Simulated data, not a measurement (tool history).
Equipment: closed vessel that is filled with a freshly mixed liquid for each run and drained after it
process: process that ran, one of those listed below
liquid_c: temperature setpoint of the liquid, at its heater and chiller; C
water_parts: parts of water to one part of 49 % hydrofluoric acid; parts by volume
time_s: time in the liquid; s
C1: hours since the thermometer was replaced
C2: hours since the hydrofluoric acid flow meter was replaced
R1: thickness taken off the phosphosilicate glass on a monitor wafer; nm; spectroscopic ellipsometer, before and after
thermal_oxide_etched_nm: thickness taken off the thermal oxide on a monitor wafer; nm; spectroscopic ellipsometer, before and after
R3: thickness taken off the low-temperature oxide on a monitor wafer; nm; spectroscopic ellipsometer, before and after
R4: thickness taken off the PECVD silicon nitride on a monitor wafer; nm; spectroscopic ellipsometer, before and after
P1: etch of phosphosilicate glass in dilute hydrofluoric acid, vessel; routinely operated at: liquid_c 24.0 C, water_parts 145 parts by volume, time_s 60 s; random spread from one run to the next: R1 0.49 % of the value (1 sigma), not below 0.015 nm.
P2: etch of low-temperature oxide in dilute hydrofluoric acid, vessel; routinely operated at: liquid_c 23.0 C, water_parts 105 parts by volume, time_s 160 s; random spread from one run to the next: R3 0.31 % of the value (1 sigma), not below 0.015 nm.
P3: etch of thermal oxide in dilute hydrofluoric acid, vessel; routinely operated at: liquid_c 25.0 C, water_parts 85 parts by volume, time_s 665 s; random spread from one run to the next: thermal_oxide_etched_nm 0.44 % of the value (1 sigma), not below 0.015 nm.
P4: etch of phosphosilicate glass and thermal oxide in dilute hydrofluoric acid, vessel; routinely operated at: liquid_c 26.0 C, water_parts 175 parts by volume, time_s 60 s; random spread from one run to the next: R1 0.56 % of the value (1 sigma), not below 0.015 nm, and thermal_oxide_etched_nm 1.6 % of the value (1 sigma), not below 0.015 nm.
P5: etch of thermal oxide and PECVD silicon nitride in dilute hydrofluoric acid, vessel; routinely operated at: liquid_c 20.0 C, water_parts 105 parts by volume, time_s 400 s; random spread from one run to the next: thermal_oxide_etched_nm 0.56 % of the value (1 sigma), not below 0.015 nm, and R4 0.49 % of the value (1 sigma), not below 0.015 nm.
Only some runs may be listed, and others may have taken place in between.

run 1 hour=12.2 | process=P1 liquid_c=24.0 water_parts=145 time_s=60 | C1=1106.0 C2=271.4 | R1=43.172
run 2 hour=18.6 | process=P3 liquid_c=31.0 water_parts=85 time_s=665 | C1=1112.4 C2=277.8 | thermal_oxide_etched_nm=48.28800
run 3 hour=29.7 | process=P1 liquid_c=24.0 water_parts=145 time_s=30 | C1=1123.5 C2=288.9 | R1=21.885
run 4 hour=39.2 | process=P1 liquid_c=24.0 water_parts=220 time_s=60 | C1=1133.0 C2=298.4 | R1=26.453
run 5 hour=45.5 | process=P1 liquid_c=24.0 water_parts=145 time_s=60 | C1=1139.3 C2=304.7 | R1=43.932
run 6 hour=56.3 | process=P3 liquid_c=25.0 water_parts=85 time_s=1070 | C1=1150.1 C2=315.5 | thermal_oxide_etched_nm=62.02100
run 7 hour=68.3 | process=P2 liquid_c=23.0 water_parts=105 time_s=160 | C1=1162.1 C2=327.5 | R3=48.883
run 8 hour=74.4 | process=P1 liquid_c=24.0 water_parts=35 time_s=60 | C1=1168.2 C2=333.6 | R1=207.320
run 9 hour=80.1 | process=P1 liquid_c=17.0 water_parts=145 time_s=85 | C1=1173.9 C2=339.3 | R1=46.691
run 10 hour=87.5 | process=P1 liquid_c=24.0 water_parts=145 time_s=60 | C1=1181.3 C2=346.7 | R1=43.464
run 11 hour=98.2 | process=P3 liquid_c=25.0 water_parts=115 time_s=665 | C1=1192.0 C2=357.4 | thermal_oxide_etched_nm=27.25600
run 12 hour=105.5 | process=P1 liquid_c=18.0 water_parts=145 time_s=30 | C1=1199.3 C2=364.7 | R1=17.107
run 13 hour=116.6 | process=P5 liquid_c=20.0 water_parts=105 time_s=400 | C1=1210.4 C2=375.8 | thermal_oxide_etched_nm=14.86700 R4=12.7580
run 14 hour=122.0 | process=P5 liquid_c=20.0 water_parts=160 time_s=400 | C1=1215.8 C2=381.2 | thermal_oxide_etched_nm=9.24290 R4=8.4113
run 15 hour=134.0 | process=P1 liquid_c=31.0 water_parts=210 time_s=60 | C1=1227.8 C2=393.2 | R1=36.017
run 16 hour=146.4 | process=P4 liquid_c=26.0 water_parts=270 time_s=60 | C1=1240.2 C2=405.6 | R1=18.985 thermal_oxide_etched_nm=0.92957
run 17 hour=154.5 | process=P1 liquid_c=24.0 water_parts=145 time_s=60 | C1=1248.3 C2=413.7 | R1=43.600
run 18 hour=164.1 | process=P3 liquid_c=25.0 water_parts=85 time_s=665 | C1=1257.9 C2=423.3 | thermal_oxide_etched_nm=38.48000
run 19 hour=169.9 | process=P1 liquid_c=24.0 water_parts=145 time_s=60 | C1=1263.7 C2=429.1 | R1=43.506
run 20 hour=182.1 | process=P1 liquid_c=19.5 water_parts=145 time_s=60 | C1=1275.9 C2=441.3 | R1=36.145
run 21 hour=193.1 | process=P5 liquid_c=20.0 water_parts=105 time_s=400 | C1=1286.9 C2=452.3 | thermal_oxide_etched_nm=15.02900 R4=12.6440
run 22 hour=200.0 | process=P3 liquid_c=25.0 water_parts=85 time_s=665 | C1=1293.8 C2=459.2 | thermal_oxide_etched_nm=38.44800
run 23 hour=207.6 | process=P2 liquid_c=23.0 water_parts=65 time_s=160 | C1=1301.4 C2=466.8 | R3=83.031
run 24 hour=219.5 | process=P2 liquid_c=17.0 water_parts=105 time_s=160 | C1=1313.3 C2=478.7 | R3=38.112
-- hour=229.8 hydrofluoric acid flow meter replaced
run 25 hour=230.7 | process=P1 liquid_c=29.5 water_parts=145 time_s=60 | C1=1324.5 C2=1.0 | R1=53.436
run 26 hour=236.6 | process=P4 liquid_c=26.0 water_parts=175 time_s=30 | C1=1330.4 C2=6.9 | R1=16.115 thermal_oxide_etched_nm=0.76430
run 27 hour=244.2 | process=P5 liquid_c=26.5 water_parts=105 time_s=400 | C1=1338.0 C2=14.5 | thermal_oxide_etched_nm=19.35200 R4=19.6020
run 28 hour=253.9 | process=P1 liquid_c=24.0 water_parts=145 time_s=100 | C1=1347.7 C2=24.2 | R1=72.907
run 29 hour=263.5 | process=P2 liquid_c=23.0 water_parts=105 time_s=30 | C1=1357.3 C2=33.8 | R3=9.212
run 30 hour=271.2 | process=P4 liquid_c=33.0 water_parts=175 time_s=60 | C1=1365.0 C2=41.5 | R1=41.434 thermal_oxide_etched_nm=2.00640
run 31 hour=279.5 | process=P1 liquid_c=24.0 water_parts=145 time_s=60 | C1=1373.3 C2=49.8 | R1=43.861
run 32 hour=284.9 | process=P1 liquid_c=24.0 water_parts=145 time_s=60 | C1=1378.7 C2=55.2 | R1=43.332
run 33 hour=295.3 | process=P4 liquid_c=26.0 water_parts=175 time_s=60 | C1=1389.1 C2=65.6 | R1=32.387 thermal_oxide_etched_nm=1.60410
run 34 hour=303.9 | process=P5 liquid_c=20.0 water_parts=105 time_s=55 | C1=1397.7 C2=74.2 | thermal_oxide_etched_nm=2.05200 R4=1.7434
run 35 hour=310.6 | process=P1 liquid_c=24.0 water_parts=145 time_s=60 | C1=1404.4 C2=80.9 | R1=43.266
run 36 hour=321.2 | process=P1 liquid_c=24.0 water_parts=145 time_s=60 | C1=1415.0 C2=91.5 | R1=41.957
run 37 hour=332.8 | process=P1 liquid_c=24.0 water_parts=145 time_s=60 | C1=1426.6 C2=103.1 | R1=40.752
run 38 hour=339.0 | process=P1 liquid_c=24.0 water_parts=145 time_s=60 | C1=1432.8 C2=109.3 | R1=40.883
run 39 hour=349.4 | process=P1 liquid_c=24.0 water_parts=145 time_s=60 | C1=1443.2 C2=119.7 | R1=40.336
run 40 hour=357.7 | process=P1 liquid_c=24.0 water_parts=145 time_s=60 | C1=1451.5 C2=128.0 | R1=39.717
run 41 hour=367.1 | process=P1 liquid_c=24.0 water_parts=145 time_s=60 | C1=1460.9 C2=137.4 | R1=39.869
run 42 hour=377.0 | process=P1 liquid_c=24.0 water_parts=145 time_s=60 | C1=1470.8 C2=147.3 | R1=39.498
run 43 hour=385.5 | process=P1 liquid_c=24.0 water_parts=145 time_s=60 | C1=1479.3 C2=155.8 | R1=39.726
run 44 hour=390.9 | process=P1 liquid_c=24.0 water_parts=145 time_s=60 | C1=1484.7 C2=161.2 | R1=39.851

The log shows P1 creeping away from where it was. Any of the 2 causes listed here, at the size stated for it, fits the log just as well as the others:
A: liquid colder than its thermometer reads (K) = 2.4
B: hydrofluoric acid flow below the setpoint (%) = 7.63
Onset of the creep was near hour 310.6.

4 check runs are offered, one wafer each, their results left as question marks. Which one tells the causes apart?
run check 1 hour=396.3 | process=P4 liquid_c=26.0 water_parts=175 time_s=60 | R1=? thermal_oxide_etched_nm=?
run check 2 hour=396.3 | process=P3 liquid_c=25.0 water_parts=85 time_s=665 | thermal_oxide_etched_nm=?
run check 3 hour=396.3 | process=P2 liquid_c=23.0 water_parts=105 time_s=160 | R3=?
run check 4 hour=396.3 | process=P5 liquid_c=20.0 water_parts=105 time_s=400 | thermal_oxide_etched_nm=? R4=?

Expected result of each check under each candidate cause:
check=check_1 result=R1 if_A=29.467 if_B=29.274
check=check_1 result=thermal_oxide_etched_nm if_A=1.42140 if_B=1.41200
check=check_2 result=thermal_oxide_etched_nm if_A=34.88100 if_B=35.16000
check=check_3 result=R3 if_A=44.526 if_B=44.842
check=check_4 result=thermal_oxide_etched_nm if_A=13.54000 if_B=13.68200
check=check_4 result=R4 if_A=10.7730 if_B=11.7550
Minimum pairwise separation of causes per check, each pair taken at its best-separating result: check 1 0.66 %; check 2 0.8 %; check 3 0.71 %; check 4 8.73 %
Only check 4 tells the causes apart: in the others they would give nearly the same result.

Check 4 has now been run. It gave: thermal_oxide_etched_nm 13.36400 nm; R4 10.8090 nm. Which of the candidate causes is it?

The correct cause is A, namely: liquid colder than its thermometer reads (K).
